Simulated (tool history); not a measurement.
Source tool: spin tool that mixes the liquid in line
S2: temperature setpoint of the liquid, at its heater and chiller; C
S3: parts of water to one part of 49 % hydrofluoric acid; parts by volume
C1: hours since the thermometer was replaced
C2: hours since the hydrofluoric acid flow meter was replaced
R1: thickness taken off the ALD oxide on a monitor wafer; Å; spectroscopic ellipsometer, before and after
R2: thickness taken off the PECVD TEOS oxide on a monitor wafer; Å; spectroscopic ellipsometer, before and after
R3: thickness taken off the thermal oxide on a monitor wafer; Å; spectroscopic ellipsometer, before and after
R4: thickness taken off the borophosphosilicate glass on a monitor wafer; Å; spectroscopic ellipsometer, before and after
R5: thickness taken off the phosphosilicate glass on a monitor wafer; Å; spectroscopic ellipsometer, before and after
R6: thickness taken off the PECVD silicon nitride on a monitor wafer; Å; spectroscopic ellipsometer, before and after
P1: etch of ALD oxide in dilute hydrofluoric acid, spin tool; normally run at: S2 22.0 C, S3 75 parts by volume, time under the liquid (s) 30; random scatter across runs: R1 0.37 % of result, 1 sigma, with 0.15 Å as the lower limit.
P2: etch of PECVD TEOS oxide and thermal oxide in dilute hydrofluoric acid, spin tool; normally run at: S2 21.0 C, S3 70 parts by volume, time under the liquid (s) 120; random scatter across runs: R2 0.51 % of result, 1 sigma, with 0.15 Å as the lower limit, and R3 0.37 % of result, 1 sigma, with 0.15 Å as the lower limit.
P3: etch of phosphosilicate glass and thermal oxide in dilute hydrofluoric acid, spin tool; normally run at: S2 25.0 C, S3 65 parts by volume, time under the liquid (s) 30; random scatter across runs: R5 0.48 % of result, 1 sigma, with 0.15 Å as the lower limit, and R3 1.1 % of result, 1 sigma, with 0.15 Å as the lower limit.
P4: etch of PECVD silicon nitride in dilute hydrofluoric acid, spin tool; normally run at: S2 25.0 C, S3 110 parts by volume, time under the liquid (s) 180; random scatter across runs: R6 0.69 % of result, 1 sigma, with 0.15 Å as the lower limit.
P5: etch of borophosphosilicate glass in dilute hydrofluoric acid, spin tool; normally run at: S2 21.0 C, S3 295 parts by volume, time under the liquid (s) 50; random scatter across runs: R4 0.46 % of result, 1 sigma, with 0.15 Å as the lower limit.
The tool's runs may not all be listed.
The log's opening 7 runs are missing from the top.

Run 8, hour 25.2: process that ran P1, S2 18.0 C, S3 75 parts by volume, time under the liquid (s) 30; C1 637.2; C2 811.3. Result: R1 94.124 Å.
Run 9, hour 28.6: process that ran P3, S2 25.0 C, S3 65 parts by volume, time under the liquid (s) 30; C1 640.6; C2 814.7. Result: R3 23.705 Å, R5 749.70 Å.
Run 10, hour 33.1: process that ran P1, S2 22.0 C, S3 140 parts by volume, time under the liquid (s) 30; C1 645.1; C2 819.2. Result: R1 55.050 Å.
Run 11, hour 37.5: process that ran P4, S2 25.0 C, S3 110 parts by volume, time under the liquid (s) 80; C1 649.5; C2 823.6. Result: R6 14.459 Å.
Run 12, hour 40.2: process that ran P4, S2 25.0 C, S3 35 parts by volume, time under the liquid (s) 180; C1 652.2; C2 826.3. Result: R6 101.520 Å.
Run 13, hour 44.9: process that ran P2, S2 21.0 C, S3 70 parts by volume, time under the liquid (s) 120; C1 656.9; C2 831.0. Result: R2 284.31 Å, R3 75.844 Å.
Run 14, hour 49.1: process that ran P2, S2 29.0 C, S3 70 parts by volume, time under the liquid (s) 120; C1 661.1; C2 835.2. Result: R2 389.14 Å, R3 103.730 Å.
Run 15, hour 51.8: process that ran P4, S2 25.0 C, S3 110 parts by volume, time under the liquid (s) 180; C1 663.8; C2 837.9. Result: R6 33.351 Å.
Run 16, hour 54.3: process that ran P1, S2 22.0 C, S3 75 parts by volume, time under the liquid (s) 50; C1 666.3; C2 840.4. Result: R1 185.400 Å.
Run 17, hour 59.0: process that ran P1, S2 22.0 C, S3 105 parts by volume, time under the liquid (s) 60; C1 671.0; C2 845.1. Result: R1 151.800 Å.
Run 18, hour 63.8: process that ran P1, S2 22.0 C, S3 75 parts by volume, time under the liquid (s) 30; C1 675.8; C2 849.9. Result: R1 110.660 Å.
Run 19, hour 68.3: process that ran P2, S2 21.0 C, S3 40 parts by volume, time under the liquid (s) 120; C1 680.3; C2 854.4. Result: R2 513.22 Å, R3 135.700 Å.
Run 20, hour 72.0: process that ran P5, S2 21.0 C, S3 55 parts by volume, time under the liquid (s) 50; C1 684.0; C2 858.1. Result: R4 313.800 Å.
Run 21, hour 76.1: process that ran P3, S2 25.0 C, S3 20 parts by volume, time under the liquid (s) 30; C1 688.1; C2 862.2. Result: R3 83.156 Å, R5 2565.40 Å.
Run 22, hour 79.9: process that ran P3, S2 31.0 C, S3 65 parts by volume, time under the liquid (s) 30; C1 691.9; C2 866.0. Result: R3 30.066 Å, R5 938.34 Å.

Run 23 comes next. What will it give?
Run 23, hour 83.0: process that ran P4, S2 25.0 C, S3 110 parts by volume, time under the liquid (s) 180; C1 695.0; C2 869.1. Result: R6 ?.

{"run 23": {"R6": 33.178}}
